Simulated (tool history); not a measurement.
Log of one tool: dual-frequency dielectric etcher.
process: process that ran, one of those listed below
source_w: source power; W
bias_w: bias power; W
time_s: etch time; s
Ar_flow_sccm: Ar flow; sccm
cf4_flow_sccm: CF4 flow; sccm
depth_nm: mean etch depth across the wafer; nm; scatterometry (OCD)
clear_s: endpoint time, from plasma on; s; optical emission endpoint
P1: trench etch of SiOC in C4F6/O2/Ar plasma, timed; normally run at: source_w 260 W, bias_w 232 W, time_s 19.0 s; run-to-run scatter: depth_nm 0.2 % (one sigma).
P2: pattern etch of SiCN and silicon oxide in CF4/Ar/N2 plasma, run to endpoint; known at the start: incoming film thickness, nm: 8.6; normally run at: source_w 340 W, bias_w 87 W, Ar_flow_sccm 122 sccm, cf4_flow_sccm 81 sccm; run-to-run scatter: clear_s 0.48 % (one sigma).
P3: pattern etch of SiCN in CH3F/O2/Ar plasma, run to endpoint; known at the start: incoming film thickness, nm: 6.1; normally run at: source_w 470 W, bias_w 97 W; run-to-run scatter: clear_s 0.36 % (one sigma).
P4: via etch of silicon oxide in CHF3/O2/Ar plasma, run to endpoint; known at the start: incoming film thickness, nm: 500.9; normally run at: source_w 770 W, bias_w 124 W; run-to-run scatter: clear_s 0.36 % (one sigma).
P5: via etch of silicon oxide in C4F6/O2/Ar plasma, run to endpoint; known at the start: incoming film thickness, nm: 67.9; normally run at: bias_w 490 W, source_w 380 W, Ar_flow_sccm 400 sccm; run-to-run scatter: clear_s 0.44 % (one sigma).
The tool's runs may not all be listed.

run	hour	process	source_w	bias_w	time_s	Ar_flow_sccm	cf4_flow_sccm	hours since the last wet clean	hours since the last source power generator calibration	hours since the last bias power generator calibration	depth_nm	clear_s
1	6.3	P1	260	232	19.0			290.9	2420.1	310.5	36.087	
2	15.6	P1	260	232	19.0			300.2	2429.4	319.8	36.099	
3	20.8	P1	260	180	19.0			305.4	2434.6	325.0	33.109	
4	27.6	P3	330	97				312.2	2441.4	331.8		14.816
5	36.1	P1	260	232	19.0			320.7	2449.9	340.3	35.990	
6	42.6	P2	340	87		122	81	327.2	2456.4	346.8		11.860
7	51.5	P5	380	291		400		336.1	2465.3	355.7		19.104
8	58.7	P1	260	232	11.0			343.3	2472.5	362.9	20.860	
9	67.5	P5	380	490		290		352.1	2481.3	371.7		15.397
10	75.7	P1	260	232	19.0			360.3	2489.5	379.9	36.010	
11	80.4	P1	200	232	19.0			365.0	2494.2	384.6	32.619	
12	90.7	P5	380	490		400		375.3	2504.5	394.9		15.858
13	96.5	P1	310	194	19.0			381.1	2510.3	400.7	36.278	
14	103.3	P1	260	299	15.0			387.9	2517.1	407.5	31.050	
15	108.7	P3	470	72				393.3	2522.5	412.9		14.510
16	117.7	P2	340	70		122	81	402.3	2531.5	421.9		12.849
17	128.4	P1	360	232	19.0			413.0	2542.2	432.6	40.836	
18	133.4	P1	260	280	19.0			418.0	2547.2	437.6	38.621	
19	142.7	P5	380	490		400		427.3	2556.5	446.9		15.991
20	149.8	P1	260	232	19.0			434.4	2563.6	454.0	36.118	
21	157.0	P1	260	232	19.0			441.6	2570.8	461.2	36.029	
22	164.9	P3	470	97				449.5	2578.7	469.1		13.118
23	172.0	P1	260	232	26.0			456.6	2585.8	476.2	49.419	
24	178.6	P2	460	87		122	81	463.2	2592.4	482.8		9.166
25	187.4	P4	950	124				472.0	2601.2	491.6		233.140
26	196.3	P2	340	87		122	81	480.9	2610.1	500.5		11.905
27	205.0	P5	530	490		400		489.6	2618.8	509.2		14.017
28	210.4	P2	340	87		165	81	495.0	2624.2	514.6		12.553
29	217.9	P4	770	124				502.5	2631.7	522.1		255.200
30	225.0	P4	770	157				509.6	2638.8	529.2		234.750
31	234.0	P2	340	87		122	105	518.6	2647.8	538.2		11.486
32	243.0	P1	190	232	27.5			527.6	2656.8	547.2	46.345	
33	252.6	P4	770	124				537.2	2666.4	556.8		253.620
34	263.2	P1	260	232	19.0			547.8	2677.0	567.4	36.096	
35	271.7	P1	260	232	19.0			556.3	2685.5	575.9	35.888	
36	280.4	P1	260	232	19.0			565.0	2694.2	584.6	35.480	
37	287.5	P1	260	232	19.0			572.1	2701.3	591.7	35.662	
38	295.3	P1	260	232	19.0			579.9	2709.1	599.5	35.600	
39	301.6	P1	260	232	19.0			586.2	2715.4	605.8	35.520	
# hour 305.2: wet clean of the chamber
40	309.5	P1	260	232	19.0			4.3	2723.3	613.7	35.493	
41	316.9	P1	260	232	19.0			11.7	2730.7	621.1	35.619	
42	324.0	P1	260	232	19.0			18.8	2737.8	628.2	35.449	
43	331.2	P1	260	232	19.0			26.0	2745.0	635.4	35.550	

What P1 gives has crept away from where it was. These 2 causes fit the log equally well, each at the size given:
A: source power that arrives under what is set, % = 4.19
B: bias power that arrives under what is set, % = 4.66
The creep began at about hour 263.2.
Why every other cause is out:
chamber walls in a state that lowers the etch rate, %: serviced at hour 305.2, which brought nothing back

4 check runs are offered, each on 3 wafers whose results are averaged, their results left as question marks. Which one tells the causes apart?
check 1	338.4	P2	340	87		122	81					?
check 2	338.4	P3	470	97								?
check 3	338.4	P5	380	490		400						?
check 4	338.4	P4	770	124								?

What each check would give under each cause:
check	result	if A	if B
check 1	clear_s	12.382	12.133
check 2	clear_s	13.306	13.330
check 3	clear_s	16.144	16.177
check 4	clear_s	258.320	257.680
How far apart the two closest causes lie, in the result that separates them most: check 1 2.03 %; check 2 0.18 %; check 3 0.2 %; check 4 0.25 %
Only check 1 tells the causes apart: in the others they would give nearly the same result.

Check 1 was then run and gave: clear_s 12.388 s. Which cause is it?

It is A: source power that arrives under what is set, %.
